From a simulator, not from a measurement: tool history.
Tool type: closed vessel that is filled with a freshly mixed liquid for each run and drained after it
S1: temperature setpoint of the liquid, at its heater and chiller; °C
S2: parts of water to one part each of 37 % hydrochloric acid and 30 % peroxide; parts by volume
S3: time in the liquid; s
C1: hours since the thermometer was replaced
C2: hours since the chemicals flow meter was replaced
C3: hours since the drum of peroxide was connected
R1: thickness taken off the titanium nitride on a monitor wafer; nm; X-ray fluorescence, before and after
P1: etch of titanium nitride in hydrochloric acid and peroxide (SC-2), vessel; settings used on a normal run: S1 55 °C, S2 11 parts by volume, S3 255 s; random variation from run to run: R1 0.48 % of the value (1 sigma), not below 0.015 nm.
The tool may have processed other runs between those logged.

run 1 hour=5.6 | S1=55 S2=11 S3=255 | C1=1238.6 C2=1541.9 C3=109.8 | R1=8.0998
run 2 hour=12 | S1=63.5 S2=7.5 S3=255 | C1=1245 C2=1548.3 C3=116.2 | R1=19.354
run 3 hour=17.3 | S1=71.5 S2=11 S3=255 | C1=1250.3 C2=1553.6 C3=121.5 | R1=22.618
run 4 hour=23.4 | S1=55 S2=4 S3=255 | C1=1256.4 C2=1559.7 C3=127.6 | R1=17.958
run 5 hour=28.5 | S1=55 S2=11 S3=255 | C1=1261.5 C2=1564.8 C3=132.7 | R1=8.2271
run 6 hour=32 | S1=55 S2=11 S3=30 | C1=1265 C2=1568.3 C3=136.2 | R1=0.98942
run 7 hour=38.2 | S1=55 S2=18 S3=255 | C1=1271.2 C2=1574.5 C3=142.4 | R1=5.3302
-- hour=41.9 new drum of peroxide connected
run 8 hour=44.8 | S1=55 S2=11 S3=255 | C1=1277.8 C2=1581.1 C3=3 | R1=8.1697
run 9 hour=48.9 | S1=55 S2=11 S3=255 | C1=1281.9 C2=1585.2 C3=7.1 | R1=8.2673
run 10 hour=54.3 | S1=45 S2=11 S3=255 | C1=1287.3 C2=1590.6 C3=12.5 | R1=4.2298
run 11 hour=59.6 | S1=55 S2=11 S3=255 | C1=1292.6 C2=1595.9 C3=17.8 | R1=8.2551
run 12 hour=65.1 | S1=55 S2=11 S3=255 | C1=1298.1 C2=1601.4 C3=23.3 | R1=8.2016
run 13 hour=71.7 | S1=55 S2=11 S3=435 | C1=1304.7 C2=1608 C3=29.9 | R1=14.153
run 14 hour=77.8 | S1=63 S2=11 S3=30 | C1=1310.8 C2=1614.1 C3=36 | R1=1.5844
run 15 hour=84.9 | S1=55 S2=11 S3=255 | C1=1317.9 C2=1621.2 C3=43.1 | R1=8.2386
run 16 hour=91.1 | S1=55 S2=11 S3=255 | C1=1324.1 C2=1627.4 C3=49.3 | R1=8.5898
run 17 hour=97.9 | S1=55 S2=11 S3=255 | C1=1330.9 C2=1634.2 C3=56.1 | R1=8.7751
run 18 hour=102.5 | S1=55 S2=11 S3=255 | C1=1335.5 C2=1638.8 C3=60.7 | R1=8.8344
run 19 hour=108.5 | S1=55 S2=11 S3=255 | C1=1341.5 C2=1644.8 C3=66.7 | R1=8.8683
run 20 hour=113.6 | S1=55 S2=11 S3=255 | C1=1346.6 C2=1649.9 C3=71.8 | R1=8.9271
run 21 hour=120.5 | S1=55 S2=11 S3=255 | C1=1353.5 C2=1656.8 C3=78.7 | R1=9.0437
run 22 hour=126.1 | S1=55 S2=11 S3=255 | C1=1359.1 C2=1662.4 C3=84.3 | R1=9.0606

The output of P1 has drifted from where it used to be. Each of the 2 causes below, taken at the size shown beside it, accounts for the log equally well:
A: liquid hotter than its thermometer reads (K) = 1.45
B: chemicals flow above the setpoint (%) = 11.7
Onset of the creep was near hour 84.9.
The rest of the possible causes, and what rules out each one:
peroxide weaker than its label (%): cannot exceed 8; that much would move R1 by -7.4 %, which falls short of the creep or goes against it

Which of the check runs below tells the causes apart, meaning the causes would give it clearly different results? Each run uses 2 wafers whose results are averaged, and each result is shown as a question mark.
run check 1 hour=131.7 | S1=55 S2=15 S3=80 | R1=?
run check 2 hour=131.7 | S1=70 S2=11 S3=30 | R1=?
run check 3 hour=131.7 | S1=45 S2=4 S3=255 | R1=?
run check 4 hour=131.7 | S1=69.5 S2=11 S3=255 | R1=?

Check results expected under each cause:
check=check_1 result=R1 if_A=2.1658 if_B=2.1737
check=check_2 result=R1 if_A=2.6638 if_B=2.6836
check=check_3 result=R1 if_A=10.1 if_B=9.8317
check=check_4 result=R1 if_A=21.987 if_B=22.145
Separation of the two closest causes in each check, using whichever result separates them best: check 1 0.36 %; check 2 0.74 %; check 3 2.69 %; check 4 0.72 %
Only check 3 tells the causes apart: in the others they would give nearly the same result.

Then check 3 was run and gave: R1 10.089 nm. Which cause is it?

A is the cause: liquid hotter than its thermometer reads (K).

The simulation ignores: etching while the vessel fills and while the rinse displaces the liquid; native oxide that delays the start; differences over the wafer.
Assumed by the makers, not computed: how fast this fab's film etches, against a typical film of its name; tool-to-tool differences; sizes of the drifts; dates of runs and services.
